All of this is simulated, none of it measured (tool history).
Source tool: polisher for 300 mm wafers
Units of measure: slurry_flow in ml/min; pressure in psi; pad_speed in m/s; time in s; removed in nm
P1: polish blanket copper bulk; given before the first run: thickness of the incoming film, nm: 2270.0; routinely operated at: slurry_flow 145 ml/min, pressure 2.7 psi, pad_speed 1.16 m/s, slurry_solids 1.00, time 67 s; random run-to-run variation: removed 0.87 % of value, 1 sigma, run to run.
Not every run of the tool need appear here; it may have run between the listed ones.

run,day,slurry_flow,pressure,pad_speed,slurry_solids,time,wafers polished on this pad,hours since the slurry nozzle was cleaned,hours since the head pressure was calibrated,hours since the slurry blender was calibrated,removed
1,0.250,145,2.7,1.16,1.00,67,189,513.8,160.6,268.0,805.81
2,0.629,145,2.7,1.16,0.55,67,276,522.9,169.7,277.1,710.70
3,0.950,145,2.7,1.16,1.00,67,349,530.6,177.4,284.8,815.71
4,1.317,145,2.7,1.16,1.40,67,433,539.4,186.2,293.6,888.77
# day 1.338: worn pad replaced by a new one
5,1.717,145,2.7,1.16,1.00,67,87,549.0,195.8,303.2,816.14
6,2.038,145,2.7,0.52,1.00,67,160,556.7,203.5,310.9,362.91
7,2.283,145,1.7,1.16,0.70,67,216,562.6,209.4,316.8,477.56
8,2.529,145,4.1,1.16,1.00,67,272,568.5,215.3,322.7,1223.90
9,2.917,195,2.7,1.16,1.00,67,361,577.8,224.6,332.0,859.75
10,3.133,85,2.7,1.16,1.00,67,411,583.0,229.8,337.2,726.23
11,3.333,145,2.7,1.16,1.00,67,456,587.8,234.6,342.0,819.81
12,3.612,145,2.7,1.64,1.00,67,520,594.5,241.3,348.7,1146.20
13,4.008,145,2.7,1.16,1.00,38,611,604.0,250.8,358.2,460.28
14,4.233,145,1.7,1.16,1.00,67,662,609.4,256.2,363.6,506.61
15,4.500,145,2.7,1.16,1.00,67,723,615.8,262.6,370.0,807.77
16,4.800,145,2.7,0.90,1.40,67,792,623.0,269.8,377.2,672.89
17,5.075,145,3.7,1.48,1.00,67,854,629.6,276.4,383.8,1431.40
18,5.421,145,2.7,1.16,1.00,95,934,637.9,284.7,392.1,1137.60
19,5.796,145,2.7,1.16,1.00,67,1019,646.9,293.7,401.1,818.01
20,5.975,145,2.7,1.16,1.00,67,1060,651.2,298.0,405.4,794.05
21,6.358,145,2.7,1.16,1.00,67,1148,660.4,307.2,414.6,777.54
22,6.712,145,2.7,1.16,1.00,67,1229,668.9,315.7,423.1,768.28
23,7.042,145,2.7,1.16,1.00,67,1304,676.8,323.6,431.0,755.85
# day 7.104: worn pad replaced by a new one
24,7.217,145,2.7,1.16,1.00,67,26,681.0,327.8,435.2,759.99
25,7.496,145,2.7,1.16,1.00,67,90,687.7,334.5,441.9,746.10
26,7.871,145,2.7,1.16,1.00,67,175,696.7,343.5,450.9,746.71
# day 8.025: slurry blender recalibrated
27,8.254,145,2.7,1.16,1.00,67,263,705.9,352.7,5.5,751.10
28,8.633,145,2.7,1.16,1.00,67,350,715.0,361.8,14.6,747.66
29,8.946,145,2.7,1.16,1.00,67,421,722.5,369.3,22.1,735.89

Compared with where it was, what P1 gives has crept away. Each cause listed below fits the log as well as the rest, at the size given for it:
A: slurry flow missing at the pad, % = 32.2
B: head's pressure below its setpoint, % = 7.92
The gradual shift began around day 5.796.
Each remaining cause and why it is not a fit:
removal rate lost through wear of the pad, %: work on it at day 7.104, done after the drift set in, did not restore what the process gave before
abrasive missing from the slurry, %: work on it at day 8.025, done after the drift set in, did not restore what the process gave before

The list below offers 4 check runs, each averaging the results of 2 wafers, and shows each result as a question mark. For which of them would the listed causes give clearly different results?
check 1,9.258,145,2.7,1.54,0.85,67,,,,,?
check 2,9.258,145,2.7,1.16,0.80,67,,,,,?
check 3,9.258,145,2.1,1.16,0.55,67,,,,,?
check 4,9.258,85,2.7,0.74,1.00,67,,,,,?

If the cause were each of the candidates in turn, the checks would give the following:
check,result,if A,if B
check 1,removed,956.92,956.76
check 2,removed,711.71,711.59
check 3,removed,512.89,512.81
check 4,removed,401.63,421.53
Smallest distance between any two causes, each pair judged by its most separating result, in per cent: check 1 0.02 %; check 2 0.02 %; check 3 0.02 %; check 4 4.84 %
Check 4 is the one run that separates the causes; every other check would come out nearly the same whichever cause is at work.

With check 4 done, the readings were: removed 427.51 nm. Identify which of the listed causes applies.

The cause is B: head's pressure below its setpoint, %.
